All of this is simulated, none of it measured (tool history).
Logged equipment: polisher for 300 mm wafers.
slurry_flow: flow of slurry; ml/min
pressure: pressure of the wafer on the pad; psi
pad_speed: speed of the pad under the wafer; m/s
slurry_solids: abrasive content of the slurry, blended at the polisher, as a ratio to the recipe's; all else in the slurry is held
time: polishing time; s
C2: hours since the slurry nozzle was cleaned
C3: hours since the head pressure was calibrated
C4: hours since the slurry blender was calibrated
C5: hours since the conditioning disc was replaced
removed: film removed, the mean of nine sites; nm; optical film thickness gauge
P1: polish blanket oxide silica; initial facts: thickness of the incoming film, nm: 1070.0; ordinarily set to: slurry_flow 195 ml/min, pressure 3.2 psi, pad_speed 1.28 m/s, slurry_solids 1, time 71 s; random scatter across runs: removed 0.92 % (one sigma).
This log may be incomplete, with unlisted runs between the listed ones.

run 1 hour=13.5 | slurry_flow=195 pressure=3.2 pad_speed=1.28 slurry_solids=1 time=71 | wafers_polished_on_this_pad=614 C2=325.5 C3=159.7 C4=353.7 C5=142.3 | removed=197.51
run 2 hour=28.5 | slurry_flow=195 pressure=3.2 pad_speed=1.28 slurry_solids=1 time=71 | wafers_polished_on_this_pad=726 C2=340.5 C3=174.7 C4=368.7 C5=157.3 | removed=196.9
run 3 hour=40.5 | slurry_flow=195 pressure=3.2 pad_speed=1.28 slurry_solids=1 time=35 | wafers_polished_on_this_pad=815 C2=352.5 C3=186.7 C4=380.7 C5=169.3 | removed=97.49
run 4 hour=49.6 | slurry_flow=195 pressure=3.2 pad_speed=1.28 slurry_solids=0.5 time=71 | wafers_polished_on_this_pad=883 C2=361.6 C3=195.8 C4=389.8 C5=178.4 | removed=135.25
run 5 hour=67 | slurry_flow=195 pressure=3.2 pad_speed=1.28 slurry_solids=1 time=95 | wafers_polished_on_this_pad=1013 C2=379 C3=213.2 C4=407.2 C5=195.8 | removed=264.63
run 6 hour=82.7 | slurry_flow=115 pressure=3.2 pad_speed=1.28 slurry_solids=1 time=71 | wafers_polished_on_this_pad=1131 C2=394.7 C3=228.9 C4=422.9 C5=211.5 | removed=178.55
run 7 hour=91.8 | slurry_flow=195 pressure=3.2 pad_speed=0.58 slurry_solids=1 time=71 | wafers_polished_on_this_pad=1199 C2=403.8 C3=238 C4=432 C5=220.6 | removed=102.71
run 8 hour=107.7 | slurry_flow=195 pressure=4.9 pad_speed=1.28 slurry_solids=1 time=71 | wafers_polished_on_this_pad=1317 C2=419.7 C3=253.9 C4=447.9 C5=236.5 | removed=300.51
run 9 hour=122.2 | slurry_flow=195 pressure=3.2 pad_speed=1.28 slurry_solids=1 time=71 | wafers_polished_on_this_pad=1426 C2=434.2 C3=268.4 C4=462.4 C5=251 | removed=196.84
run 10 hour=141 | slurry_flow=195 pressure=1.5 pad_speed=1.28 slurry_solids=1 time=71 | wafers_polished_on_this_pad=1566 C2=453 C3=287.2 C4=481.2 C5=269.8 | removed=92.505
run 11 hour=158.5 | slurry_flow=195 pressure=3.2 pad_speed=2.02 slurry_solids=1 time=71 | wafers_polished_on_this_pad=1697 C2=470.5 C3=304.7 C4=498.7 C5=287.3 | removed=282.82
run 12 hour=169.4 | slurry_flow=195 pressure=3.2 pad_speed=1.28 slurry_solids=1 time=71 | wafers_polished_on_this_pad=1778 C2=481.4 C3=315.6 C4=509.6 C5=298.2 | removed=197.17
run 13 hour=187.8 | slurry_flow=290 pressure=3.2 pad_speed=1.28 slurry_solids=1 time=71 | wafers_polished_on_this_pad=1915 C2=499.8 C3=334 C4=528 C5=316.6 | removed=207.54

What will run 14 give?
run 14 hour=199.5 | slurry_flow=195 pressure=3.2 pad_speed=1.28 slurry_solids=1.3 time=71 | wafers_polished_on_this_pad=2003 C2=511.5 C3=345.7 C4=539.7 C5=328.3 | removed=?

{"run 14": {"removed": 220.02}}
